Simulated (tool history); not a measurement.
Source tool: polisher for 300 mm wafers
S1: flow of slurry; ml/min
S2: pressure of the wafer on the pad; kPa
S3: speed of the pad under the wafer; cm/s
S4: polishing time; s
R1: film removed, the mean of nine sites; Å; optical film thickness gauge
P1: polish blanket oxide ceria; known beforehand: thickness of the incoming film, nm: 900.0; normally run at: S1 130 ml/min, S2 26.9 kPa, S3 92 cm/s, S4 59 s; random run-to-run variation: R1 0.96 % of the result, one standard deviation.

| run | hour | S1 | S2 | S3 | S4 | R1 |
|---|---|---|---|---|---|---|
| 1 | 13 | 130 | 26.9 | 92 | 59 | 2801.6 |
| 2 | 24.5 | 130 | 17.2 | 92 | 83 | 2558.9 |
| 3 | 36.2 | 130 | 26.9 | 92 | 59 | 2842.3 |
| 4 | 44 | 130 | 14.5 | 92 | 59 | 1521.8 |
| 5 | 61 | 130 | 26.9 | 144 | 59 | 4475.2 |
| 6 | 76.3 | 130 | 26.9 | 92 | 59 | 2856 |
| 7 | 85.5 | 130 | 34.5 | 92 | 59 | 3606 |
| 8 | 93.6 | 165 | 26.9 | 92 | 59 | 2914.8 |
| 9 | 108.4 | 130 | 26.9 | 62 | 59 | 1922.7 |
| 10 | 121.9 | 80 | 26.9 | 92 | 59 | 2478.5 |
| 11 | 134.8 | 130 | 26.9 | 92 | 59 | 2833.2 |
| 12 | 148.4 | 130 | 26.9 | 92 | 32 | 1530.4 |
| 13 | 160.7 | 130 | 26.9 | 92 | 94 | 4529.4 |
| 14 | 177.4 | 130 | 26.9 | 92 | 59 | 2890 |
| 15 | 193.7 | 130 | 26.9 | 92 | 59 | 2731.2 |
| 16 | 210.9 | 130 | 26.9 | 92 | 59 | 2628.2 |
| 17 | 222.7 | 130 | 26.9 | 92 | 59 | 2632.7 |
| 18 | 238.6 | 130 | 26.9 | 92 | 59 | 2640.2 |
| 19 | 250.8 | 130 | 26.9 | 92 | 59 | 2515.2 |
| 20 | 268 | 130 | 26.9 | 92 | 59 | 2597.2 |

Run 21 comes next. What will it give?
|  | 269.4 | head pressure recalibrated |
| 21 | 281.9 | 130 | 26.9 | 92 | 59 | ? |

Run 21 produced R1 2592.1 Å.
